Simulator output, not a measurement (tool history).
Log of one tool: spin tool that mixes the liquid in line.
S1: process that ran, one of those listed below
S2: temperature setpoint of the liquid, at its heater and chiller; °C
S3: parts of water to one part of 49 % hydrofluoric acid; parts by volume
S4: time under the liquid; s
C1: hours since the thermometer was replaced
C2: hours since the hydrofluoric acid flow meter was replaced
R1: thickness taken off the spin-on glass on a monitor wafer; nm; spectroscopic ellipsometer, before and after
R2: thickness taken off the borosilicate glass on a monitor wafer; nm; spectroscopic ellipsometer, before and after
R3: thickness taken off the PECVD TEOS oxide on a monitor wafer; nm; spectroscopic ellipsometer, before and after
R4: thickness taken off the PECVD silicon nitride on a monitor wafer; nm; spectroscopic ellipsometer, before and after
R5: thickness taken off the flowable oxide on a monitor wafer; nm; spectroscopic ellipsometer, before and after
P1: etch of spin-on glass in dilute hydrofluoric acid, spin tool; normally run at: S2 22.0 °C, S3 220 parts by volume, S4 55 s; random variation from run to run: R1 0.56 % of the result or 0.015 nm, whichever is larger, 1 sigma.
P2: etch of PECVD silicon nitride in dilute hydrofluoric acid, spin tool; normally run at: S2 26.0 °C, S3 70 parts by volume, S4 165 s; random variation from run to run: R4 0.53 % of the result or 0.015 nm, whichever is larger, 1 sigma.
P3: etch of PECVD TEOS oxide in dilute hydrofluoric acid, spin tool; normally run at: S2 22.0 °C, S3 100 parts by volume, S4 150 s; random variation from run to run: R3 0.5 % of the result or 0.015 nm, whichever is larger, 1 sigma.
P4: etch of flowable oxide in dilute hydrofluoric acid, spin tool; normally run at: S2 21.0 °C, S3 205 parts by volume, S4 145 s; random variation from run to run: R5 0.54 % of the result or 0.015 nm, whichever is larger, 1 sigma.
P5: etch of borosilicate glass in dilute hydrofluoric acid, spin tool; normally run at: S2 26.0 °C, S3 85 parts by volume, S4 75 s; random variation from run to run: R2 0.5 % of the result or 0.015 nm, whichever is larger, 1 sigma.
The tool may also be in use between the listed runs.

run 1 hour=10.8 | S1=P1 S2=22.0 S3=220 S4=55 | C1=548.0 C2=287.5 | R1=8.5654
run 2 hour=19.6 | S1=P5 S2=26.0 S3=85 S4=145 | C1=556.8 C2=296.3 | R2=44.296
run 3 hour=29.5 | S1=P3 S2=22.0 S3=100 S4=255 | C1=566.7 C2=306.2 | R3=54.928
run 4 hour=47.3 | S1=P1 S2=22.0 S3=310 S4=55 | C1=584.5 C2=324.0 | R1=5.5219
run 5 hour=64.6 | S1=P3 S2=22.0 S3=100 S4=150 | C1=601.8 C2=341.3 | R3=32.054
run 6 hour=82.1 | S1=P1 S2=22.0 S3=340 S4=105 | C1=619.3 C2=358.8 | R1=9.4008
run 7 hour=90.7 | S1=P3 S2=29.5 S3=100 S4=150 | C1=627.9 C2=367.4 | R3=42.790
run 8 hour=105.6 | S1=P1 S2=22.0 S3=220 S4=55 | C1=642.8 C2=382.3 | R1=8.4346
run 9 hour=122.9 | S1=P1 S2=22.0 S3=220 S4=20 | C1=660.1 C2=399.6 | R1=3.0558
run 10 hour=141.8 | S1=P1 S2=17.0 S3=220 S4=55 | C1=679.0 C2=418.5 | R1=7.0060
run 11 hour=154.8 | S1=P2 S2=26.0 S3=70 S4=15 | C1=692.0 C2=431.5 | R4=0.41818
run 12 hour=169.8 | S1=P5 S2=20.0 S3=85 S4=75 | C1=707.0 C2=446.5 | R2=17.681
run 13 hour=181.5 | S1=P4 S2=21.0 S3=205 S4=30 | C1=718.7 C2=458.2 | R5=6.0975
run 14 hour=198.9 | S1=P3 S2=22.0 S3=180 S4=150 | C1=736.1 C2=475.6 | R3=16.327
run 15 hour=218.2 | S1=P4 S2=21.0 S3=205 S4=145 | C1=755.4 C2=494.9 | R5=29.5180
run 16 hour=233.7 | S1=P2 S2=33.5 S3=70 S4=165 | C1=770.9 C2=510.4 | R4=7.78690
run 17 hour=247.2 | S1=P5 S2=26.0 S3=85 S4=75 | C1=784.4 C2=523.9 | R2=22.523
run 18 hour=262.6 | S1=P1 S2=29.5 S3=220 S4=55 | C1=799.8 C2=539.3 | R1=11.1810
run 19 hour=274.0 | S1=P5 S2=26.0 S3=150 S4=75 | C1=811.2 C2=550.7 | R2=11.906
run 20 hour=292.9 | S1=P1 S2=22.0 S3=60 S4=55 | C1=830.1 C2=569.6 | R1=36.9810
-- hour=297.1 thermometer replaced
run 21 hour=307.0 | S1=P4 S2=21.0 S3=125 S4=145 | C1=10.0 C2=583.7 | R5=53.0440
run 22 hour=316.5 | S1=P1 S2=22.0 S3=220 S4=55 | C1=19.5 C2=593.2 | R1=8.4826
run 23 hour=326.1 | S1=P1 S2=17.0 S3=335 S4=55 | C1=29.1 C2=602.8 | R1=4.1468
run 24 hour=336.3 | S1=P4 S2=17.0 S3=205 S4=145 | C1=39.3 C2=613.0 | R5=25.0810
run 25 hour=351.8 | S1=P3 S2=22.0 S3=100 S4=150 | C1=54.8 C2=628.5 | R3=32.461
run 26 hour=368.8 | S1=P1 S2=22.0 S3=220 S4=55 | C1=71.8 C2=645.5 | R1=8.5222
run 27 hour=381.8 | S1=P1 S2=22.0 S3=220 S4=55 | C1=84.8 C2=658.5 | R1=8.6132
run 28 hour=393.9 | S1=P1 S2=22.0 S3=220 S4=95 | C1=96.9 C2=670.6 | R1=14.6890
run 29 hour=406.6 | S1=P2 S2=26.0 S3=70 S4=165 | C1=109.6 C2=683.3 | R4=4.91680
run 30 hour=421.8 | S1=P2 S2=26.0 S3=25 S4=165 | C1=124.8 C2=698.5 | R4=13.34000
run 31 hour=436.9 | S1=P5 S2=26.0 S3=85 S4=75 | C1=139.9 C2=713.6 | R2=22.836
run 32 hour=446.5 | S1=P1 S2=22.0 S3=220 S4=55 | C1=149.5 C2=723.2 | R1=8.4669
run 33 hour=461.6 | S1=P1 S2=22.0 S3=220 S4=55 | C1=164.6 C2=738.3 | R1=8.1933
run 34 hour=473.5 | S1=P1 S2=22.0 S3=220 S4=55 | C1=176.5 C2=750.2 | R1=8.2273
run 35 hour=490.6 | S1=P1 S2=22.0 S3=220 S4=55 | C1=193.6 C2=767.3 | R1=8.0210
run 36 hour=500.6 | S1=P1 S2=22.0 S3=220 S4=55 | C1=203.6 C2=777.3 | R1=8.0366
run 37 hour=514.2 | S1=P1 S2=22.0 S3=220 S4=55 | C1=217.2 C2=790.9 | R1=8.0568
run 38 hour=530.2 | S1=P1 S2=22.0 S3=220 S4=55 | C1=233.2 C2=806.9 | R1=7.9623
run 39 hour=538.9 | S1=P1 S2=22.0 S3=220 S4=55 | C1=241.9 C2=815.6 | R1=8.0121

What P1 gives has crept away from where it was. These 2 causes fit the log equally well, each at the size given:
A: liquid colder than its thermometer reads (K) = 1.6
B: hydrofluoric acid flow below the setpoint (%) = 4.77
The creep began at about hour 446.5.

4 check runs are offered, each on 2 wafers whose results are averaged, their results left as question marks. Which one tells the causes apart?
run check 1 hour=547.6 | S1=P3 S2=28.5 S3=180 S4=150 | R3=?
run check 2 hour=547.6 | S1=P5 S2=26.0 S3=145 S4=75 | R2=?
run check 3 hour=547.6 | S1=P4 S2=17.0 S3=205 S4=145 | R5=?
run check 4 hour=547.6 | S1=P2 S2=26.0 S3=70 S4=80 | R4=?

What each check would give under each cause:
check=check_1 result=R3 if_A=19.651 if_B=19.607
check=check_2 result=R2 if_A=11.620 if_B=11.656
check=check_3 result=R5 if_A=23.6490 if_B=23.7920
check=check_4 result=R4 if_A=2.11190 if_B=2.23700
How far apart the two closest causes lie, in the result that separates them most: check 1 0.22 %; check 2 0.31 %; check 3 0.6 %; check 4 5.75 %
Check 4 tells the causes apart: in the others they would give nearly the same result.

Check 4 was then run and gave: R4 2.11260 nm. Which cause is it?

It is A: liquid colder than its thermometer reads (K).
